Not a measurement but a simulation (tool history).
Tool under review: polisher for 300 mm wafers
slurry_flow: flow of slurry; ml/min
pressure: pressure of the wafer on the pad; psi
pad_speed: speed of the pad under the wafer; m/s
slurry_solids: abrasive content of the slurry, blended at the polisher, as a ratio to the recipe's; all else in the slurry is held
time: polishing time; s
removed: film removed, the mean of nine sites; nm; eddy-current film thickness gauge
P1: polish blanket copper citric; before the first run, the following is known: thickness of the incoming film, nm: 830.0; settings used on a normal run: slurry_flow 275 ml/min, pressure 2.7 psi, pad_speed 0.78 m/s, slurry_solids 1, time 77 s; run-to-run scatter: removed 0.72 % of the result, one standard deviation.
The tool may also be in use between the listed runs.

run   hour  slurry_flow  pressure  pad_speed  slurry_solids  time  wafers polished on this pad  hours since the slurry nozzle was cleaned  hours since the head pressure was calibrated  hours since the slurry blender was calibrated  removed
  1    9.7          275       2.7       0.78              1    77                          223                                       95.8                                         157.7                                          101.5   107.58
  2   28.9          275       2.7       0.78              1   111                          474                                        115                                         176.9                                          120.7   155.84
      36.7  -- slurry blender recalibrated
  3     38          275       2.7       0.78              1    77                          592                                      124.1                                           186                                            1.3   108.68
  4   50.6          275       2.7       0.78              1    48                          757                                      136.7                                         198.6                                           13.9   67.915
  5   68.8          275       2.7       0.78              1    77                          994                                      154.9                                         216.8                                           32.1   107.82
  6   78.1          385       2.7       0.78              1    77                         1115                                      164.2                                         226.1                                           41.4   111.22
  7   87.8          165       2.7       1.06              1    77                         1242                                      173.9                                         235.8                                           51.1   137.13
  8   98.8          275       2.7       0.78              1    77                         1385                                      184.9                                         246.8                                           62.1   106.44
  9  113.3          275       2.7       0.78           0.65    77                         1574                                      199.4                                         261.3                                           76.6   98.608
 10  123.4          275       2.7       0.78              1    77                         1706                                      209.5                                         271.4                                           86.7   107.52
 11  135.1          275       2.7       0.78              1    77                         1859                                      221.2                                         283.1                                           98.4   107.15
 12  147.1          275       4.2       0.78              1    77                         2015                                      233.2                                         295.1                                          110.4   165.63
 13  165.8          165       2.7       0.78              1    77                         2259                                      251.9                                         313.8                                          129.1   101.31
 14  177.6          275       2.7       0.46              1    77                         2413                                      263.7                                         325.6                                          140.9   64.674
 15  192.6          275       2.7       0.78            1.4    77                         2609                                      278.7                                         340.6                                          155.9   114.88
 16  205.8          275       2.7       0.78              1    77                         2781                                      291.9                                         353.8                                          169.1   106.79
 17  220.1          275       1.7       0.78              1    77                         2967                                      306.2                                         368.1                                          183.4   68.604
 18  235.4          275       2.7       1.16              1    77                         3167                                      321.5                                         383.4                                          198.7   157.11
 19    249          275       2.7       0.78              1    77                         3344                                      335.1                                           397                                          212.3   105.44
 20  262.6          275       2.7       0.78              1    77                         3521                                      348.7                                         410.6                                          225.9   105.23
 21    278          275       2.7       0.78              1    77                         3722                                      364.1                                           426                                          241.3   103.68
 22  292.7          275       2.7       0.78              1    77                         3914                                      378.8                                         440.7                                            256   103.37
 23  308.5          275       2.7       0.78              1    77                         4120                                      394.6                                         456.5                                          271.8   102.08
     319.2  -- worn pad replaced by a new one
 24  324.8          275       2.7       0.78              1    77                           73                                      410.9                                         472.8                                          288.1   101.44
       336  -- head pressure recalibrated
 25  339.9          275       2.7       0.78              1    77                          270                                        426                                           3.9                                          303.2   101.43
 26  349.9          275       2.7       0.78              1    77                          400                                        436                                          13.9                                          313.2   101.57
 27  368.7          275       2.7       0.78              1    77                          646                                      454.8                                          32.7                                            332   100.46
 28    383          275       2.7       0.78              1    77                          832                                      469.1                                            47                                          346.3   100.87

The output of P1 has drifted from where it used to be. Each of the 2 causes below, taken at the size shown beside it, accounts for the log equally well:
A: slurry flow missing at the pad, % = 38.1
B: abrasive missing from the slurry, % = 24.4
The creep began at about hour 249.
Why every other cause is out:
removal rate lost through wear of the pad, %: its service at hour 319.2 followed the start of the drift and did not put the process back to its old value
head's pressure below its setpoint, %: its service at hour 336 followed the start of the drift and did not put the process back to its old value

Each of the check runs listed below is run on 2 wafers and reports their average, with the results left as question marks. Pick the one under which the possible causes would lead to clearly different results.
check 1  397.3          165       2.7       0.46              1    77                                                                                                                                                                             ?
check 2  397.3          275       2.7       0.78           0.75    77                                                                                                                                                                             ?
check 3  397.3          330       2.7       0.78              1    93                                                                                                                                                                             ?
check 4  397.3          275       2.7       1.08              1    77                                                                                                                                                                             ?

What every check run would give for each of its results, assuming each possible cause in turn:
  check   result    if A    if B
check 1  removed  55.337  57.357
check 2  removed  95.319  95.524
check 3  removed  125.49  124.32
check 4  removed   138.9  138.91
Per check, the gap between the least separated pair of causes, taken in the result that splits them most: check 1 3.59 %; check 2 0.22 %; check 3 0.93 %; check 4 0 %
Only in check 1 would the causes give clearly different results; in the remaining checks their results would be nearly the same.

Check 1 has now been run. It gave: removed 57.229 nm. Which of the candidate causes is it?

B is the cause: abrasive missing from the slurry, %.

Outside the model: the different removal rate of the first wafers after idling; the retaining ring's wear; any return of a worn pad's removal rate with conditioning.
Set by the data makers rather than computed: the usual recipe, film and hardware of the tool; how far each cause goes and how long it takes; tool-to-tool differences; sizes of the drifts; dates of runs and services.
